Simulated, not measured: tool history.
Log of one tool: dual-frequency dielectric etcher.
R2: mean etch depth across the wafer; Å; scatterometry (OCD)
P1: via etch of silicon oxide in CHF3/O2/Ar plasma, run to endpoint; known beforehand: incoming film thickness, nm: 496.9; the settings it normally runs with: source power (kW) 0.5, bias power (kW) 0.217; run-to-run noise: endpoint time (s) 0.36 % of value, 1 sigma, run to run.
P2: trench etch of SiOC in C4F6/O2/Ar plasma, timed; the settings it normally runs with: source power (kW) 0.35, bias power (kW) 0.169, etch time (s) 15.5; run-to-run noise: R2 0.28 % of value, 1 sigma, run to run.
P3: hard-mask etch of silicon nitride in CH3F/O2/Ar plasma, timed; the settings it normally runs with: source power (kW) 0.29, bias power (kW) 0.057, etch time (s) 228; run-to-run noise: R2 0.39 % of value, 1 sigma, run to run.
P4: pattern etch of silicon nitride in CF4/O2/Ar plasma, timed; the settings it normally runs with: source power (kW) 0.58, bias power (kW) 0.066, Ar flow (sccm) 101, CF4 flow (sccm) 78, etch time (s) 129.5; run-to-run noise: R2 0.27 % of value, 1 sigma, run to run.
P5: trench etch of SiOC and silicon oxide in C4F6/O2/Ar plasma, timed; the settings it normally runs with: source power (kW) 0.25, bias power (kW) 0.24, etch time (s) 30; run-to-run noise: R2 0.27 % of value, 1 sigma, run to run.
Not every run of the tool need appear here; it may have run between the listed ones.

run 1 day=0.304 | process_that_ran=P1 source_power_(kW)=0.5 bias_power_(kW)=0.217 | endpoint_time_(s)=252.34
run 2 day=0.754 | process_that_ran=P1 source_power_(kW)=0.5 bias_power_(kW)=0.217 | endpoint_time_(s)=253.04
run 3 day=1.088 | process_that_ran=P5 source_power_(kW)=0.25 bias_power_(kW)=0.24 etch_time_(s)=43.5 | R2=823.62
run 4 day=1.483 | process_that_ran=P5 source_power_(kW)=0.32 bias_power_(kW)=0.24 etch_time_(s)=30 | R2=623.66
run 5 day=1.942 | process_that_ran=P1 source_power_(kW)=0.64 bias_power_(kW)=0.171 | endpoint_time_(s)=251.12
run 6 day=2.425 | process_that_ran=P2 source_power_(kW)=0.35 bias_power_(kW)=0.169 etch_time_(s)=15.5 | R2=298.5
run 7 day=2.783 | process_that_ran=P5 source_power_(kW)=0.25 bias_power_(kW)=0.166 etch_time_(s)=30 | R2=501.33
run 8 day=3.046 | process_that_ran=P5 source_power_(kW)=0.25 bias_power_(kW)=0.24 etch_time_(s)=30 | R2=567.65
run 9 day=3.425 | process_that_ran=P1 source_power_(kW)=0.63 bias_power_(kW)=0.177 | endpoint_time_(s)=248.33
run 10 day=3.742 | process_that_ran=P1 source_power_(kW)=0.5 bias_power_(kW)=0.217 | endpoint_time_(s)=253.69
run 11 day=4.196 | process_that_ran=P3 source_power_(kW)=0.29 bias_power_(kW)=0.077 etch_time_(s)=228 | R2=1475.8
run 12 day=4.688 | process_that_ran=P1 source_power_(kW)=0.61 bias_power_(kW)=0.217 | endpoint_time_(s)=235.98
run 13 day=5.162 | process_that_ran=P1 source_power_(kW)=0.5 bias_power_(kW)=0.13 | endpoint_time_(s)=300.63
run 14 day=5.679 | process_that_ran=P4 source_power_(kW)=0.58 bias_power_(kW)=0.066 etch_time_(s)=71 Ar_flow_(sccm)=101 CF4_flow_(sccm)=78 | R2=1641
run 15 day=6.075 | process_that_ran=P2 source_power_(kW)=0.35 bias_power_(kW)=0.11 etch_time_(s)=15.5 | R2=262.52
run 16 day=6.488 | process_that_ran=P1 source_power_(kW)=0.5 bias_power_(kW)=0.217 | endpoint_time_(s)=253.52
run 17 day=6.975 | process_that_ran=P4 source_power_(kW)=0.58 bias_power_(kW)=0.066 etch_time_(s)=129.5 Ar_flow_(sccm)=119 CF4_flow_(sccm)=78 | R2=2934.6
run 18 day=7.271 | process_that_ran=P3 source_power_(kW)=0.36 bias_power_(kW)=0.057 etch_time_(s)=228 | R2=1445.9
run 19 day=7.792 | process_that_ran=P3 source_power_(kW)=0.29 bias_power_(kW)=0.057 etch_time_(s)=228 | R2=1322
run 20 day=8.179 | process_that_ran=P4 source_power_(kW)=0.45 bias_power_(kW)=0.066 etch_time_(s)=129.5 Ar_flow_(sccm)=101 CF4_flow_(sccm)=78 | R2=2400.4
run 21 day=8.492 | process_that_ran=P1 source_power_(kW)=0.5 bias_power_(kW)=0.217 | endpoint_time_(s)=253.94
run 22 day=8.821 | process_that_ran=P2 source_power_(kW)=0.25 bias_power_(kW)=0.169 etch_time_(s)=15.5 | R2=261.57
run 23 day=9.312 | process_that_ran=P3 source_power_(kW)=0.29 bias_power_(kW)=0.057 etch_time_(s)=228 | R2=1336.8
run 24 day=9.754 | process_that_ran=P2 source_power_(kW)=0.35 bias_power_(kW)=0.169 etch_time_(s)=23 | R2=441.91
run 25 day=10.225 | process_that_ran=P4 source_power_(kW)=0.58 bias_power_(kW)=0.045 etch_time_(s)=129.5 Ar_flow_(sccm)=101 CF4_flow_(sccm)=78 | R2=2573.9
run 26 day=10.588 | process_that_ran=P4 source_power_(kW)=0.58 bias_power_(kW)=0.066 etch_time_(s)=129.5 Ar_flow_(sccm)=101 CF4_flow_(sccm)=78 | R2=2984
run 27 day=11.108 | process_that_ran=P1 source_power_(kW)=0.5 bias_power_(kW)=0.275 | endpoint_time_(s)=233.09
run 28 day=11.417 | process_that_ran=P4 source_power_(kW)=0.58 bias_power_(kW)=0.066 etch_time_(s)=129.5 Ar_flow_(sccm)=101 CF4_flow_(sccm)=78 | R2=2990.5
run 29 day=11.675 | process_that_ran=P4 source_power_(kW)=0.58 bias_power_(kW)=0.066 etch_time_(s)=129.5 Ar_flow_(sccm)=101 CF4_flow_(sccm)=107 | R2=3105.1
run 30 day=11.929 | process_that_ran=P3 source_power_(kW)=0.29 bias_power_(kW)=0.057 etch_time_(s)=335.5 | R2=1950.9
run 31 day=12.283 | process_that_ran=P1 source_power_(kW)=0.5 bias_power_(kW)=0.217 | endpoint_time_(s)=254.01
run 32 day=12.696 | process_that_ran=P5 source_power_(kW)=0.25 bias_power_(kW)=0.24 etch_time_(s)=30 | R2=569.39
run 33 day=13.221 | process_that_ran=P1 source_power_(kW)=0.39 bias_power_(kW)=0.134 | endpoint_time_(s)=327.78
run 34 day=13.654 | process_that_ran=P2 source_power_(kW)=0.35 bias_power_(kW)=0.169 etch_time_(s)=15.5 | R2=296.81
run 35 day=13.971 | process_that_ran=P1 source_power_(kW)=0.35 bias_power_(kW)=0.217 | endpoint_time_(s)=289.82
run 36 day=14.308 | process_that_ran=P1 source_power_(kW)=0.5 bias_power_(kW)=0.217 | endpoint_time_(s)=254.05

Run 37 comes next. What will it give?
run 37 day=14.812 | process_that_ran=P1 source_power_(kW)=0.5 bias_power_(kW)=0.217 | endpoint_time_(s)=?

For run 37 the tool returned endpoint time (s) 255.17.
